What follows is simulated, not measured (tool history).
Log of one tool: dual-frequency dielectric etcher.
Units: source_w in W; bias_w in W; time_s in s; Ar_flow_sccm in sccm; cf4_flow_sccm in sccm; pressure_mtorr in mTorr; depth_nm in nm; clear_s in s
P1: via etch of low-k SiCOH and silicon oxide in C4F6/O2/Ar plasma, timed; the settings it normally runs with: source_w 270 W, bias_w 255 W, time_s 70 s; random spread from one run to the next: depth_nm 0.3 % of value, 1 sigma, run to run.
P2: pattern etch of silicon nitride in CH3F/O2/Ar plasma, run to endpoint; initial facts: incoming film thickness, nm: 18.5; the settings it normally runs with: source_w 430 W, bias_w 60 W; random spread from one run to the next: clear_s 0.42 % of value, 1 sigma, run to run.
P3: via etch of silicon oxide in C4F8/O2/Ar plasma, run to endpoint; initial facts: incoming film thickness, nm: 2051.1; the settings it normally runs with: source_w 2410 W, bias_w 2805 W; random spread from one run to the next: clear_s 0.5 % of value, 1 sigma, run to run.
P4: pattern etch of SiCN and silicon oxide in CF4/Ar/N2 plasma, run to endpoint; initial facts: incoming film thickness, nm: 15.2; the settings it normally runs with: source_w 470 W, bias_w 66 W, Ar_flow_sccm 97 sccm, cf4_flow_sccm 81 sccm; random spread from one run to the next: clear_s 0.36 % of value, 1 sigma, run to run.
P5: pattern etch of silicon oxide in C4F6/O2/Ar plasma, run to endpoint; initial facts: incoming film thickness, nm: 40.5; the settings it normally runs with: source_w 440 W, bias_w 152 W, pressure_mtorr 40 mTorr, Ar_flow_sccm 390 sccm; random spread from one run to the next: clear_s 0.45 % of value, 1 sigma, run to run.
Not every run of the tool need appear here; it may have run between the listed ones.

{"run": 1, "hour": 3.5, "process": "P1", "source_w": 270, "bias_w": 255, "time_s": 70, "depth_nm": 184.62}
{"run": 2, "hour": 8.7, "process": "P4", "source_w": 470, "bias_w": 66, "Ar_flow_sccm": 97, "cf4_flow_sccm": 57, "clear_s": 17.98}
{"run": 3, "hour": 11.8, "process": "P1", "source_w": 270, "bias_w": 346, "time_s": 44.5, "depth_nm": 130.38}
{"hour": 13.7, "done": "wet clean of the chamber"}
{"run": 4, "hour": 16.1, "process": "P1", "source_w": 270, "bias_w": 255, "time_s": 70, "depth_nm": 185.37}
{"run": 5, "hour": 18.7, "process": "P4", "source_w": 470, "bias_w": 66, "Ar_flow_sccm": 119, "cf4_flow_sccm": 81, "clear_s": 17.386}
{"run": 6, "hour": 24.0, "process": "P2", "source_w": 430, "bias_w": 60, "clear_s": 27.963}
{"run": 7, "hour": 28.5, "process": "P5", "source_w": 440, "bias_w": 186, "Ar_flow_sccm": 390, "pressure_mtorr": 40, "clear_s": 13.609}
{"run": 8, "hour": 31.1, "process": "P3", "source_w": 2410, "bias_w": 2217, "clear_s": 369.03}
{"run": 9, "hour": 35.3, "process": "P1", "source_w": 220, "bias_w": 255, "time_s": 70, "depth_nm": 169.98}
{"run": 10, "hour": 40.4, "process": "P1", "source_w": 370, "bias_w": 255, "time_s": 91, "depth_nm": 271.12}
{"run": 11, "hour": 45.2, "process": "P3", "source_w": 2410, "bias_w": 2805, "clear_s": 343.51}
{"run": 12, "hour": 49.1, "process": "P1", "source_w": 270, "bias_w": 255, "time_s": 42, "depth_nm": 110.73}
{"run": 13, "hour": 54.1, "process": "P1", "source_w": 270, "bias_w": 255, "time_s": 70, "depth_nm": 184.88}
{"run": 14, "hour": 58.2, "process": "P1", "source_w": 270, "bias_w": 355, "time_s": 70, "depth_nm": 208.4}
{"run": 15, "hour": 61.8, "process": "P1", "source_w": 270, "bias_w": 255, "time_s": 94.5, "depth_nm": 249.9}
{"run": 16, "hour": 66.0, "process": "P3", "source_w": 3180, "bias_w": 2805, "clear_s": 305.68}
{"run": 17, "hour": 70.2, "process": "P1", "source_w": 270, "bias_w": 255, "time_s": 70, "depth_nm": 184.03}
{"run": 18, "hour": 75.0, "process": "P4", "source_w": 470, "bias_w": 66, "Ar_flow_sccm": 97, "cf4_flow_sccm": 81, "clear_s": 16.937}
{"run": 19, "hour": 77.4, "process": "P1", "source_w": 330, "bias_w": 255, "time_s": 100.5, "depth_nm": 286.29}
{"run": 20, "hour": 82.1, "process": "P5", "source_w": 350, "bias_w": 152, "Ar_flow_sccm": 390, "pressure_mtorr": 40, "clear_s": 15.668}
{"run": 21, "hour": 86.3, "process": "P1", "source_w": 370, "bias_w": 255, "time_s": 70, "depth_nm": 207.26}
{"run": 22, "hour": 90.3, "process": "P3", "source_w": 2410, "bias_w": 2805, "clear_s": 344.02}
{"run": 23, "hour": 94.4, "process": "P5", "source_w": 440, "bias_w": 152, "Ar_flow_sccm": 390, "pressure_mtorr": 52.5, "clear_s": 14.951}
{"run": 24, "hour": 97.5, "process": "P5", "source_w": 440, "bias_w": 152, "Ar_flow_sccm": 390, "pressure_mtorr": 40, "clear_s": 14.324}
{"run": 25, "hour": 100.7, "process": "P4", "source_w": 470, "bias_w": 85, "Ar_flow_sccm": 97, "cf4_flow_sccm": 81, "clear_s": 15.644}
{"run": 26, "hour": 103.5, "process": "P5", "source_w": 440, "bias_w": 152, "Ar_flow_sccm": 302, "pressure_mtorr": 40, "clear_s": 13.923}
{"run": 27, "hour": 106.1, "process": "P1", "source_w": 270, "bias_w": 255, "time_s": 70, "depth_nm": 183.63}
{"run": 28, "hour": 109.9, "process": "P1", "source_w": 270, "bias_w": 165, "time_s": 70, "depth_nm": 160.45}
{"run": 29, "hour": 112.5, "process": "P5", "source_w": 440, "bias_w": 152, "Ar_flow_sccm": 390, "pressure_mtorr": 40, "clear_s": 14.447}
{"run": 30, "hour": 116.6, "process": "P2", "source_w": 300, "bias_w": 60, "clear_s": 31.77}
{"run": 31, "hour": 121.2, "process": "P2", "source_w": 430, "bias_w": 60, "clear_s": 27.52}
{"run": 32, "hour": 125.2, "process": "P4", "source_w": 640, "bias_w": 66, "Ar_flow_sccm": 97, "cf4_flow_sccm": 81, "clear_s": 12.845}
{"run": 33, "hour": 127.6, "process": "P2", "source_w": 430, "bias_w": 83, "clear_s": 24.853}
{"run": 34, "hour": 131.1, "process": "P1", "source_w": 270, "bias_w": 255, "time_s": 70, "depth_nm": 184.38}
{"run": 35, "hour": 136.0, "process": "P1", "source_w": 270, "bias_w": 255, "time_s": 70, "depth_nm": 183.89}
{"run": 36, "hour": 139.2, "process": "P1", "source_w": 270, "bias_w": 255, "time_s": 70, "depth_nm": 182.61}
{"run": 37, "hour": 141.7, "process": "P1", "source_w": 270, "bias_w": 255, "time_s": 70, "depth_nm": 182.21}
{"hour": 143.1, "done": "wet clean of the chamber"}
{"run": 38, "hour": 146.7, "process": "P1", "source_w": 270, "bias_w": 255, "time_s": 70, "depth_nm": 181.94}
{"run": 39, "hour": 151.5, "process": "P1", "source_w": 270, "bias_w": 255, "time_s": 70, "depth_nm": 183.4}
{"run": 40, "hour": 154.6, "process": "P1", "source_w": 270, "bias_w": 255, "time_s": 70, "depth_nm": 181.74}

What P1 gives has crept away from where it was. These 2 causes fit the log equally well, each at the size given:
A: bias power that arrives under what is set, % = 4.26
B: source power that arrives under what is set, % = 3.9
The process output started creeping at around hour 131.1.
Why every other cause is out:
chamber walls in a state that lowers the etch rate, %: was serviced at hour 143.1, once the creep was under way, yet the earlier output never came back

The list below offers 4 check runs, each averaging the results of 2 wafers, and shows each result as a question mark. For which of them would the listed causes give clearly different results?
{"run": "check 1", "hour": 157.7, "process": "P2", "source_w": 430, "bias_w": 60, "clear_s": "?"}
{"run": "check 2", "hour": 157.7, "process": "P4", "source_w": 470, "bias_w": 66, "Ar_flow_sccm": 97, "cf4_flow_sccm": 81, "clear_s": "?"}
{"run": "check 3", "hour": 157.7, "process": "P3", "source_w": 2410, "bias_w": 2805, "clear_s": "?"}
{"run": "check 4", "hour": 157.7, "process": "P5", "source_w": 440, "bias_w": 152, "Ar_flow_sccm": 390, "pressure_mtorr": 40, "clear_s": "?"}

Check results expected under each cause:
check=check_1 result=clear_s if_A=28.013 if_B=28.046
check=check_2 result=clear_s if_A=17.17 if_B=17.542
check=check_3 result=clear_s if_A=348.96 if_B=349.83
check=check_4 result=clear_s if_A=14.54 if_B=14.578
Gap, in per cent, between the two causes that each check separates least, read from the result that separates them most: check 1 0.12 %; check 2 2.14 %; check 3 0.25 %; check 4 0.26 %
Of the check runs offered, only check 2 discriminates between the causes; the rest would read about the same regardless of which cause applies.

After running check 2, the following was obtained: clear_s 17.501 s. Which cause does this point to?

Of the candidate causes, it is B: source power that arrives under what is set, %.
